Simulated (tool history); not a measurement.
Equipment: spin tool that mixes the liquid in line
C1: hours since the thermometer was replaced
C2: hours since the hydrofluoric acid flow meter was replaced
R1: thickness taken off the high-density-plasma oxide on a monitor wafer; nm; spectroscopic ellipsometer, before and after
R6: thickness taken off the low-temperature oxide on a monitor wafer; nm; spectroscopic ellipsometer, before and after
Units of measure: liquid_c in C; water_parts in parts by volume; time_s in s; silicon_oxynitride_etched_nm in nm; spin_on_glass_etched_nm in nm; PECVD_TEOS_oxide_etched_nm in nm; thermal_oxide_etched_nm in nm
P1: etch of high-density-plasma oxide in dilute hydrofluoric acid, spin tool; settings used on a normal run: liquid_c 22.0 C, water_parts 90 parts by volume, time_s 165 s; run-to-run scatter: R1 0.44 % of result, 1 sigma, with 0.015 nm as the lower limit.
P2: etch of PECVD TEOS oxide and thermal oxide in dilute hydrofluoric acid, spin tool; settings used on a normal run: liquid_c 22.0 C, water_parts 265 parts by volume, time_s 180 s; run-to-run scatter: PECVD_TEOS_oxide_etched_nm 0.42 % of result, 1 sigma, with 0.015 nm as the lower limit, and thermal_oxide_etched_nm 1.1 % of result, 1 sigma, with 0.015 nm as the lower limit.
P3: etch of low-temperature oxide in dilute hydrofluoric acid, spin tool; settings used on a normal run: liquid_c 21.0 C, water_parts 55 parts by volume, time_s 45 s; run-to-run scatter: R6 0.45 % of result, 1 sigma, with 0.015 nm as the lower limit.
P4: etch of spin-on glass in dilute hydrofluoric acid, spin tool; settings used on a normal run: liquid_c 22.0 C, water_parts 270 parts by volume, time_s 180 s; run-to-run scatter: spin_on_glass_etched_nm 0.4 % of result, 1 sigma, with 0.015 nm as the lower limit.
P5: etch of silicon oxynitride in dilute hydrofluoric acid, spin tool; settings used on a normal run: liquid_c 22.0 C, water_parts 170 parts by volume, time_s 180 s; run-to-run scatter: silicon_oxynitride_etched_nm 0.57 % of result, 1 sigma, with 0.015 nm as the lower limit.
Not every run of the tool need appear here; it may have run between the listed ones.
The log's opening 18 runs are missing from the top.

run 19 hour=222.4 | process=P3 liquid_c=21.0 water_parts=55 time_s=15 | C1=2168.6 C2=458.3 | R6=5.4959
run 20 hour=230.4 | process=P1 liquid_c=22.0 water_parts=90 time_s=45 | C1=2176.6 C2=466.3 | R1=2.5227
run 21 hour=244.3 | process=P3 liquid_c=27.5 water_parts=55 time_s=45 | C1=2190.5 C2=480.2 | R6=21.5610
run 22 hour=253.1 | process=P1 liquid_c=22.0 water_parts=90 time_s=165 | C1=2199.3 C2=489.0 | R1=9.2896
run 23 hour=267.6 | process=P4 liquid_c=22.0 water_parts=270 time_s=180 | C1=2213.8 C2=503.5 | spin_on_glass_etched_nm=13.654
run 24 hour=280.9 | process=P1 liquid_c=17.0 water_parts=90 time_s=165 | C1=2227.1 C2=516.8 | R1=7.5839
run 25 hour=297.0 | process=P1 liquid_c=22.0 water_parts=150 time_s=250 | C1=2243.2 C2=532.9 | R1=7.8221
run 26 hour=308.2 | process=P1 liquid_c=22.0 water_parts=90 time_s=300 | C1=2254.4 C2=544.1 | R1=16.8520
run 27 hour=317.8 | process=P1 liquid_c=29.0 water_parts=90 time_s=315 | C1=2264.0 C2=553.7 | R1=23.1860
run 28 hour=327.3 | process=P3 liquid_c=21.0 water_parts=105 time_s=45 | C1=2273.5 C2=563.2 | R6=8.2555
run 29 hour=336.9 | process=P1 liquid_c=22.0 water_parts=125 time_s=165 | C1=2283.1 C2=572.8 | R1=6.4323
run 30 hour=348.7 | process=P3 liquid_c=21.0 water_parts=55 time_s=45 | C1=2294.9 C2=584.6 | R6=16.4990

Forecast run 31:
run 31 hour=363.5 | process=P4 liquid_c=22.0 water_parts=270 time_s=15 | C1=2309.7 C2=599.4 | spin_on_glass_etched_nm=?

Run 31 produced spin_on_glass_etched_nm 1.121 nm.

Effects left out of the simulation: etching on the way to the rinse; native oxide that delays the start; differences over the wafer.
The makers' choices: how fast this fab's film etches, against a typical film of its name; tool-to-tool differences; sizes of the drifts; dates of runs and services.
